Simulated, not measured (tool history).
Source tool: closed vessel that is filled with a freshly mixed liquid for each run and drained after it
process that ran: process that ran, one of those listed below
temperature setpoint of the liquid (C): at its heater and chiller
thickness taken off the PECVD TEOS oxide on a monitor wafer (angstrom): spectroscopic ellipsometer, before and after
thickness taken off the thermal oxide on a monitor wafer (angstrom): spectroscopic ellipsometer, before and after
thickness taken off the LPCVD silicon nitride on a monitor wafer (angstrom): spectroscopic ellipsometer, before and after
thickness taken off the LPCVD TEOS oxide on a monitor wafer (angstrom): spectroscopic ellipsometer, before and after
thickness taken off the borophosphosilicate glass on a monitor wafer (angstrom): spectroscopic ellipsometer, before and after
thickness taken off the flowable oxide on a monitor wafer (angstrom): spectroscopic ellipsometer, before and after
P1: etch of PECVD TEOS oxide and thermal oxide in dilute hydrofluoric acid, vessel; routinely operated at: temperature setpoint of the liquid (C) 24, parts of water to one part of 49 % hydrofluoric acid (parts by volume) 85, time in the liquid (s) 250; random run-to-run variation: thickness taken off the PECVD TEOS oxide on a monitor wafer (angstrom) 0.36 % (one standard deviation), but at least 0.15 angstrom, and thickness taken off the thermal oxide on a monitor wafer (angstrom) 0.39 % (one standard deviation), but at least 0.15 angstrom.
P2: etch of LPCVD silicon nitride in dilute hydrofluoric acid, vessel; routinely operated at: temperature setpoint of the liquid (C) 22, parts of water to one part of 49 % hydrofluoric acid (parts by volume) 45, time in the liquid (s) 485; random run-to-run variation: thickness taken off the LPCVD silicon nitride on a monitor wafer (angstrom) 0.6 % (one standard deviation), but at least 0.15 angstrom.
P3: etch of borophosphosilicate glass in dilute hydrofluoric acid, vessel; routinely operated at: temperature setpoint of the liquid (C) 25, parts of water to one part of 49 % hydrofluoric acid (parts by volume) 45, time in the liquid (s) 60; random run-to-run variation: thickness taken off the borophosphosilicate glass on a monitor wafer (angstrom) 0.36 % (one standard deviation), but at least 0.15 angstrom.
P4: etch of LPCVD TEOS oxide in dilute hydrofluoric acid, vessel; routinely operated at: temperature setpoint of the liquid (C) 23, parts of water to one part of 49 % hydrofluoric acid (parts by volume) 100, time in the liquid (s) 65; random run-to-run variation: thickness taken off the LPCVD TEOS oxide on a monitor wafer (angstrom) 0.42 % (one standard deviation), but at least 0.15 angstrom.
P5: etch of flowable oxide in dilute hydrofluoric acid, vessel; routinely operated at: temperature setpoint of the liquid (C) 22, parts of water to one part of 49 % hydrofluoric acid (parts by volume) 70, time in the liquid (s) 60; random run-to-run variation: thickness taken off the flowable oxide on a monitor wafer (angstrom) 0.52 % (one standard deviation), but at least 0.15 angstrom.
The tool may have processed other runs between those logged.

run,day,process that ran,temperature setpoint of the liquid (C),parts of water to one part of 49 % hydrofluoric acid (parts by volume),time in the liquid (s),hours since the thermometer was replaced,hours since the hydrofluoric acid flow meter was replaced,thickness taken off the PECVD TEOS oxide on a monitor wafer (angstrom),thickness taken off the thermal oxide on a monitor wafer (angstrom),thickness taken off the LPCVD silicon nitride on a monitor wafer (angstrom),thickness taken off the LPCVD TEOS oxide on a monitor wafer (angstrom),thickness taken off the borophosphosilicate glass on a monitor wafer (angstrom),thickness taken off the flowable oxide on a monitor wafer (angstrom)
1,0.442,P1,24,85,250,420.7,710.9,343.47,145.57,,,,
2,0.942,P2,22,45,485,432.7,722.9,,,44.989,,,
3,1.229,P4,23,100,65,439.6,729.8,,,,336.63,,
4,1.471,P3,25,75,60,445.4,735.6,,,,,298.61,
5,1.742,P2,28,45,485,451.9,742.1,,,66.705,,,
6,2.254,P1,24,85,250,464.2,754.4,345.2,145.05,,,,
7,2.612,P1,24,85,250,472.8,763,344.15,146.45,,,,
8,2.85,P5,22,95,60,478.5,768.7,,,,,,398.09
9,3.188,P1,24,140,250,486.6,776.8,195.57,83.8,,,,
10,3.554,P1,24,85,105,495.4,785.6,143.21,61.348,,,,
11,4.088,P5,22,70,30,508.2,798.4,,,,,,280.75
12,4.625,P1,20.5,85,385,521.1,811.3,456.36,195.29,,,,
13,5.1,P1,24,85,250,532.5,822.7,345.07,145.86,,,,
14,5.571,P4,23,100,65,543.8,834,,,,338.99,,
15,6.021,P4,23,100,30,554.6,844.8,,,,157.32,,
16,6.371,P4,17,100,65,563,853.2,,,,266.56,,
17,6.821,P5,22,70,60,573.8,864,,,,,,563.02
18,7.062,P1,28.5,85,250,579.6,869.8,411.25,173.16,,,,
19,7.338,P4,23,60,65,586.2,876.4,,,,595.27,,
20,7.788,P3,18,45,60,597,887.2,,,,,390.67,
21,8.058,P2,22,70,485,603.5,893.7,,,28.983,,,
22,8.512,P1,24,50,250,614.4,904.6,610.73,259.3,,,,
23,8.746,P2,22,45,180,620,910.2,,,16.582,,,
24,9.267,P1,24,85,455,632.5,922.7,626.74,264.69,,,,

For run 25, what comes out?
25,9.521,P1,17.5,85,250,638.6,928.8,?,?,,,,

thickness taken off the PECVD TEOS oxide on a monitor wafer (angstrom): 264.95
thickness taken off the thermal oxide on a monitor wafer (angstrom): 112.11
